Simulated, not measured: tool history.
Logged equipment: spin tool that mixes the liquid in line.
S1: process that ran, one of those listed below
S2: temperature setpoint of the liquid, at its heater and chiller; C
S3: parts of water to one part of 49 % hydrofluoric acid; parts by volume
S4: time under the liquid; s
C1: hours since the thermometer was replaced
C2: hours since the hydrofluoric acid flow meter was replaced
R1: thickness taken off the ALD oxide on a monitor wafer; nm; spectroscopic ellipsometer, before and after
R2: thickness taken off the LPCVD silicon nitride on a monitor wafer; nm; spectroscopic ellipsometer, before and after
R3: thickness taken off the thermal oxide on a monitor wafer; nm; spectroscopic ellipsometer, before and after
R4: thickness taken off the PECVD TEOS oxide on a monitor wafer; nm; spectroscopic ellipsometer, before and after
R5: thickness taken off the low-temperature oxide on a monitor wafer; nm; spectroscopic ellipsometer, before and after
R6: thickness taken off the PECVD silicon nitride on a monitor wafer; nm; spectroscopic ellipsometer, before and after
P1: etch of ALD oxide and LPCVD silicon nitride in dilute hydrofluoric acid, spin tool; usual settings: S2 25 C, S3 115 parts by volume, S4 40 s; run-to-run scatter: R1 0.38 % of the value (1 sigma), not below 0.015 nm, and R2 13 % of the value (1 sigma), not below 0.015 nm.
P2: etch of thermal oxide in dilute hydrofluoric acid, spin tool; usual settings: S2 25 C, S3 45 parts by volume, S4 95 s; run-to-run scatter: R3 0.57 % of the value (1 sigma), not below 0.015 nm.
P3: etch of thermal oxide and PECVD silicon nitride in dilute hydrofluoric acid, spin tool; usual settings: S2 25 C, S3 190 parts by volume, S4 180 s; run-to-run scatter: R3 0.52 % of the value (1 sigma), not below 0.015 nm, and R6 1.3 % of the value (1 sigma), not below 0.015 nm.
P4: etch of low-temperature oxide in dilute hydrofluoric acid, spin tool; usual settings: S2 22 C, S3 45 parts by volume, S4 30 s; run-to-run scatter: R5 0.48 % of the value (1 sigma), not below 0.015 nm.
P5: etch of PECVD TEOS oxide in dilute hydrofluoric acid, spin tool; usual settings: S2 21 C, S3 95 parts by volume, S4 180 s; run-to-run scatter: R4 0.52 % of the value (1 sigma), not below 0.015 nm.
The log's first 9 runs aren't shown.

| run | day | S1 | S2 | S3 | S4 | C1 | C2 | R1 | R2 | R3 | R4 | R5 | R6 |
|---|---|---|---|---|---|---|---|---|---|---|---|---|---|
| 10 | 4.042 | P3 | 25 | 310 | 180 | 587.2 | 10.7 |  |  | 2.2909 |  |  | 1.2148 |
| 11 | 4.425 | P5 | 21 | 95 | 180 | 596.4 | 19.9 |  |  |  | 17.665 |  |  |
| 12 | 4.75 | P5 | 28.5 | 95 | 180 | 604.2 | 27.7 |  |  |  | 23.684 |  |  |
| 13 | 5.012 | P1 | 25 | 115 | 15 | 610.5 | 34 | 4.286 | 0.043667 |  |  |  |  |
| 14 | 5.342 | P1 | 25 | 115 | 60 | 618.4 | 41.9 | 17.004 | 0.31129 |  |  |  |  |
| 15 | 5.7 | P3 | 25 | 190 | 365 | 627 | 50.5 |  |  | 8.525 |  |  | 3.9371 |
| 16 | 5.992 | P4 | 22 | 45 | 30 | 634 | 57.5 |  |  |  |  | 14.439 |  |
| 17 | 6.292 | P1 | 18.5 | 115 | 15 | 641.2 | 64.7 | 3.296 | 0.038281 |  |  |  |  |
| 18 | 6.771 | P3 | 17.5 | 190 | 180 | 652.7 | 76.2 |  |  | 3.1458 |  |  | 1.1651 |
| 19 | 7.279 | P1 | 25 | 115 | 40 | 664.9 | 88.4 | 11.34 | 0.12969 |  |  |  |  |
| 20 | 7.625 | P1 | 17 | 115 | 40 | 673.2 | 96.7 | 8.2749 | 0.074353 |  |  |  |  |
| 21 | 8.117 | P1 | 25 | 115 | 40 | 685 | 108.5 | 11.443 | 0.20372 |  |  |  |  |
| 22 | 8.625 | P4 | 30 | 45 | 30 | 697.2 | 120.7 |  |  |  |  | 20.025 |  |
| 23 | 9.038 | P1 | 18 | 115 | 15 | 707.1 | 130.6 | 3.2231 | 0.034402 |  |  |  |  |
| 24 | 9.533 | P3 | 25 | 190 | 180 | 719 | 142.5 |  |  | 4.1321 |  |  | 1.9647 |
| 25 | 9.908 | P1 | 25 | 115 | 40 | 728 | 151.5 | 11.436 | 0.13271 |  |  |  |  |
| 26 | 10.367 | P2 | 25 | 80 | 95 | 739 | 162.5 |  |  | 5.9988 |  |  |  |
| 27 | 10.85 | P1 | 25 | 115 | 40 | 750.6 | 174.1 | 11.462 | 0.1456 |  |  |  |  |
| 28 | 11.292 | P5 | 21 | 20 | 180 | 761.2 | 184.7 |  |  |  | 90.853 |  |  |

Run 29, settings as shown, results not yet in. Your forecast:
| 29 | 11.796 | P1 | 25 | 35 | 40 | 773.3 | 196.8 | ? | ? |  |  |  |  |

R1: 41.518 nm
R2: 0.57889 nm
